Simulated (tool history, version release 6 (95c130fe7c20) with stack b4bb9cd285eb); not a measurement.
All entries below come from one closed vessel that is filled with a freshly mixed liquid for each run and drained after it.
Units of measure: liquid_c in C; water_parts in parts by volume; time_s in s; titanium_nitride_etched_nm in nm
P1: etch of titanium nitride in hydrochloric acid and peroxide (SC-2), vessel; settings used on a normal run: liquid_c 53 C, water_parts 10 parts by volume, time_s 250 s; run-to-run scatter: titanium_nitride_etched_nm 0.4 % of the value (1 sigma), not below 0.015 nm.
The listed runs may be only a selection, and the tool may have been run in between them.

| run | hour | liquid_c | water_parts | time_s | titanium_nitride_etched_nm |
|---|---|---|---|---|---|
| 1 | 5.2 | 53 | 10 | 250 | 5.6309 |
| 2 | 13.3 | 45.5 | 10 | 435 | 5.9576 |
| 3 | 21 | 53 | 10 | 250 | 5.6587 |
| 4 | 25 | 53 | 10 | 250 | 5.6465 |
| 5 | 33.2 | 53 | 10 | 30 | 0.66712 |
| 6 | 40.2 | 39 | 10 | 250 | 2.1447 |
|  | 42.2 | chemicals flow meter replaced |
|  | 43.9 | new drum of peroxide connected |
| 7 | 48.4 | 59.5 | 10 | 405 | 13.999 |
| 8 | 53.6 | 53 | 10 | 250 | 5.6485 |
| 9 | 61.1 | 53 | 10 | 250 | 5.6846 |
| 10 | 67 | 53 | 10 | 470 | 10.641 |
| 11 | 75.2 | 68 | 10 | 250 | 14.43 |
|  | 75.5 | thermometer replaced |
| 12 | 81.3 | 53 | 18 | 250 | 3.3743 |
| 13 | 86.9 | 53 | 4 | 250 | 11.342 |
| 14 | 90.8 | 53 | 10 | 250 | 5.6252 |
| 15 | 96.2 | 53 | 10 | 250 | 5.6845 |
| 16 | 103.8 | 53 | 10 | 250 | 5.6385 |
| 17 | 111 | 53 | 10 | 250 | 5.8618 |
| 18 | 118.9 | 53 | 10 | 250 | 5.913 |
| 19 | 126.4 | 53 | 10 | 250 | 5.9936 |
| 20 | 130.7 | 53 | 10 | 250 | 6.018 |
| 21 | 135.8 | 53 | 10 | 250 | 6.0693 |
| 22 | 139.5 | 53 | 10 | 250 | 6.0867 |
| 23 | 143.6 | 53 | 10 | 250 | 6.1397 |
| 24 | 151.6 | 53 | 10 | 250 | 6.1441 |
| 25 | 159.6 | 53 | 10 | 250 | 6.1151 |
| 26 | 165.7 | 53 | 10 | 250 | 6.1358 |
| 27 | 171.1 | 53 | 10 | 250 | 6.1521 |

The log shows P1 creeping away from where it was. Any of the 2 causes listed here, at the size stated for it, fits the log just as well as the others:
A: liquid hotter than its thermometer reads (K) = 1.26
B: chemicals flow above the setpoint (%) = 10.4
The gradual shift began around hour 103.8.
All other causes, with the reason each is excluded:
peroxide weaker than its label (%): can reach only 8, and even then titanium_nitride_etched_nm would move by -7.4 %, too little or the wrong way

The list below offers 4 check runs, each averaging the results of 3 wafers, and shows each result as a question mark. For which of them would the listed causes give clearly different results?
| check 1 | 176.5 | 53 | 18 | 405 | ? |
| check 2 | 176.5 | 42 | 4 | 250 | ? |
| check 3 | 176.5 | 53 | 14.5 | 465 | ? |
| check 4 | 176.5 | 66 | 10 | 40 | ? |

What every check run would give for each of its results, assuming each possible cause in turn:
| check | result | if A | if B |
|---|---|---|---|
| check 1 | titanium_nitride_etched_nm | 5.9651 | 6.0037 |
| check 2 | titanium_nitride_etched_nm | 5.86 | 5.7263 |
| check 3 | titanium_nitride_etched_nm | 8.3016 | 8.337 |
| check 4 | titanium_nitride_etched_nm | 2.212 | 2.2247 |
Per check, the gap between the least separated pair of causes, taken in the result that splits them most: check 1 0.65 %; check 2 2.31 %; check 3 0.43 %; check 4 0.58 %
Check 2 tells the causes apart: in the others they would give nearly the same result.

Check 2 was then run and gave: titanium_nitride_etched_nm 5.8486 nm. Which cause is it?

The cause is A: liquid hotter than its thermometer reads (K).
